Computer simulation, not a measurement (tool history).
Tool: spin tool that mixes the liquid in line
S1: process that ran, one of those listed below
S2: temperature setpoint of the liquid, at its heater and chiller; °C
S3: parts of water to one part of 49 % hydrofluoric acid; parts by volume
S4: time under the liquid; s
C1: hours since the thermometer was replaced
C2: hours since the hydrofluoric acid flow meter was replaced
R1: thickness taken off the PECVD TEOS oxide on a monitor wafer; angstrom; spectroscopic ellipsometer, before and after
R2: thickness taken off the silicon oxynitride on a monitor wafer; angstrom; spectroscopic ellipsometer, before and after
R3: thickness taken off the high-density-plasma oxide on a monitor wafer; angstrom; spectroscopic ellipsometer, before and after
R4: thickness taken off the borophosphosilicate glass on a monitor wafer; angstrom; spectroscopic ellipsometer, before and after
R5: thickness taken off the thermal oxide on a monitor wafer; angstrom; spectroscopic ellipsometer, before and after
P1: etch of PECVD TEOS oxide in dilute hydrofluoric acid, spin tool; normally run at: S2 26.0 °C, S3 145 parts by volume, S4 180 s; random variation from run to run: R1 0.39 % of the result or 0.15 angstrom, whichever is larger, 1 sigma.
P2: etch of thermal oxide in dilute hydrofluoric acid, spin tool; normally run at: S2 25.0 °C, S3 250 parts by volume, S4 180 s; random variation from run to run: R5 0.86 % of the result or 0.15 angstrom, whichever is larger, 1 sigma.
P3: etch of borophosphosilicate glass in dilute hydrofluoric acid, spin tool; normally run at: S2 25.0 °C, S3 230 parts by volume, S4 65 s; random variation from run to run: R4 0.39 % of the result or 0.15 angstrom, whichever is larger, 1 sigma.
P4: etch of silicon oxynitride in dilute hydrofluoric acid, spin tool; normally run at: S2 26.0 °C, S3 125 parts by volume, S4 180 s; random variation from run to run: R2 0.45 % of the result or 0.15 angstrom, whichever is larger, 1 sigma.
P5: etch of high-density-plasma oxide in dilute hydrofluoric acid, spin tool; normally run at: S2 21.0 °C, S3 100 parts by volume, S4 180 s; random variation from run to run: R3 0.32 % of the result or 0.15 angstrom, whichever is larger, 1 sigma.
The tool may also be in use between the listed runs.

| run | hour | S1 | S2 | S3 | S4 | C1 | C2 | R1 | R2 | R3 | R4 | R5 |
|---|---|---|---|---|---|---|---|---|---|---|---|---|
| 1 | 5.6 | P1 | 26.0 | 145 | 180 | 1212.2 | 933.0 | 264.960 |  |  |  |  |
| 2 | 12.1 | P4 | 32.0 | 125 | 180 | 1218.7 | 939.5 |  | 76.854 |  |  |  |
| 3 | 16.2 | P4 | 26.0 | 125 | 320 | 1222.8 | 943.6 |  | 104.370 |  |  |  |
| 4 | 22.6 | P1 | 26.0 | 260 | 180 | 1229.2 | 950.0 | 130.570 |  |  |  |  |
| 5 | 26.1 | P1 | 20.5 | 145 | 180 | 1232.7 | 953.5 | 214.380 |  |  |  |  |
| 6 | 31.0 | P5 | 21.0 | 100 | 40 | 1237.6 | 958.4 |  |  | 17.853 |  |  |
| 7 | 36.7 | P3 | 25.0 | 340 | 65 | 1243.3 | 964.1 |  |  |  | 109.190 |  |
| 8 | 42.6 | P1 | 26.0 | 145 | 330 | 1249.2 | 970.0 | 485.320 |  |  |  |  |
| 9 | 49.1 | P5 | 21.0 | 100 | 180 | 1255.7 | 976.5 |  |  | 79.611 |  |  |
| 10 | 55.4 | P1 | 26.0 | 45 | 180 | 1262.0 | 982.8 | 969.000 |  |  |  |  |
| 11 | 58.6 | P2 | 25.0 | 250 | 60 | 1265.2 | 986.0 |  |  |  |  | 9.9756 |
| 12 | 63.3 | P2 | 25.0 | 250 | 180 | 1269.9 | 990.7 |  |  |  |  | 29.9380 |
| 13 | 67.2 | P4 | 26.0 | 35 | 180 | 1273.8 | 994.6 |  | 227.550 |  |  |  |
| 14 | 70.7 | P5 | 25.0 | 100 | 180 | 1277.3 | 998.1 |  |  | 92.905 |  |  |
| 15 | 74.1 | P3 | 25.0 | 230 | 15 | 1280.7 | 1001.5 |  |  |  | 41.433 |  |
| 16 | 78.4 | P5 | 21.0 | 45 | 180 | 1285.0 | 1005.8 |  |  | 189.070 |  |  |
| 17 | 82.7 | P1 | 32.5 | 145 | 70 | 1289.3 | 1010.1 | 130.770 |  |  |  |  |
| 18 | 86.9 | P2 | 25.0 | 65 | 180 | 1293.5 | 1014.3 |  |  |  |  | 145.7600 |
| 19 | 93.2 | P1 | 26.0 | 145 | 180 | 1299.8 | 1020.6 | 265.020 |  |  |  |  |
| 20 | 96.8 | P5 | 21.0 | 100 | 180 | 1303.4 | 1024.2 |  |  | 79.322 |  |  |
| 21 | 103.3 | P1 | 26.0 | 145 | 15 | 1309.9 | 1030.7 | 22.091 |  |  |  |  |
| 22 | 109.8 | P3 | 25.0 | 230 | 65 | 1316.4 | 1037.2 |  |  |  | 180.510 |  |
| 23 | 114.3 | P3 | 18.0 | 230 | 65 | 1320.9 | 1041.7 |  |  |  | 139.010 |  |
| 24 | 120.1 | P1 | 32.5 | 145 | 180 | 1326.7 | 1047.5 | 335.720 |  |  |  |  |
| 25 | 125.6 | P2 | 20.0 | 250 | 180 | 1332.2 | 1053.0 |  |  |  |  | 25.0670 |
| 26 | 132.1 | P2 | 25.0 | 250 | 180 | 1338.7 | 1059.5 |  |  |  |  | 31.0800 |
| 27 | 138.5 | P1 | 32.0 | 145 | 325 | 1345.1 | 1065.9 | 595.150 |  |  |  |  |
| 28 | 145.2 | P1 | 26.0 | 145 | 180 | 1351.8 | 1072.6 | 266.880 |  |  |  |  |
| 29 | 149.5 | P4 | 26.0 | 125 | 180 | 1356.1 | 1076.9 |  | 58.991 |  |  |  |
| 30 | 153.4 | P1 | 26.0 | 145 | 180 | 1360.0 | 1080.8 | 266.060 |  |  |  |  |
| 31 | 158.0 | P1 | 26.0 | 145 | 180 | 1364.6 | 1085.4 | 266.230 |  |  |  |  |
| 32 | 163.6 | P1 | 26.0 | 145 | 180 | 1370.2 | 1091.0 | 253.560 |  |  |  |  |
| 33 | 169.4 | P1 | 26.0 | 145 | 180 | 1376.0 | 1096.8 | 249.550 |  |  |  |  |
| 34 | 174.0 | P1 | 26.0 | 145 | 180 | 1380.6 | 1101.4 | 245.490 |  |  |  |  |
| 35 | 180.3 | P1 | 26.0 | 145 | 180 | 1386.9 | 1107.7 | 244.670 |  |  |  |  |
| 36 | 184.6 | P1 | 26.0 | 145 | 180 | 1391.2 | 1112.0 | 243.540 |  |  |  |  |
| 37 | 190.6 | P1 | 26.0 | 145 | 180 | 1397.2 | 1118.0 | 242.030 |  |  |  |  |

What P1 gives has crept away from where it was. These 2 causes fit the log equally well, each at the size given:
A: hydrofluoric acid flow below the setpoint (%) = 7.25
B: liquid colder than its thermometer reads (K) = 2.34
The creep began at about hour 158.0.

4 check runs are offered, one wafer each, their results left as question marks. Which one tells the causes apart?
| check 1 | 196.6 | P4 | 26.0 | 40 | 315 |  |  |  | ? |  |  |  |
| check 2 | 196.6 | P5 | 24.0 | 100 | 50 |  |  |  |  | ? |  |  |
| check 3 | 196.6 | P2 | 25.0 | 85 | 180 |  |  |  |  |  |  | ? |
| check 4 | 196.6 | P3 | 19.0 | 230 | 65 |  |  |  |  |  | ? |  |

What each check would give under each cause:
| check | result | if A | if B |
|---|---|---|---|
| check 1 | R2 | 321.710 | 310.250 |
| check 2 | R3 | 22.865 | 22.664 |
| check 3 | R5 | 99.4650 | 98.4600 |
| check 4 | R4 | 131.310 | 131.420 |
How far apart the two closest causes lie, in the result that separates them most: check 1 3.63 %; check 2 0.89 %; check 3 1.02 %; check 4 0.08 %
Only check 1 tells the causes apart: in the others they would give nearly the same result.

Then check 1 was run and gave: R2 310.190 angstrom. Which cause is it?

It is B: liquid colder than its thermometer reads (K).
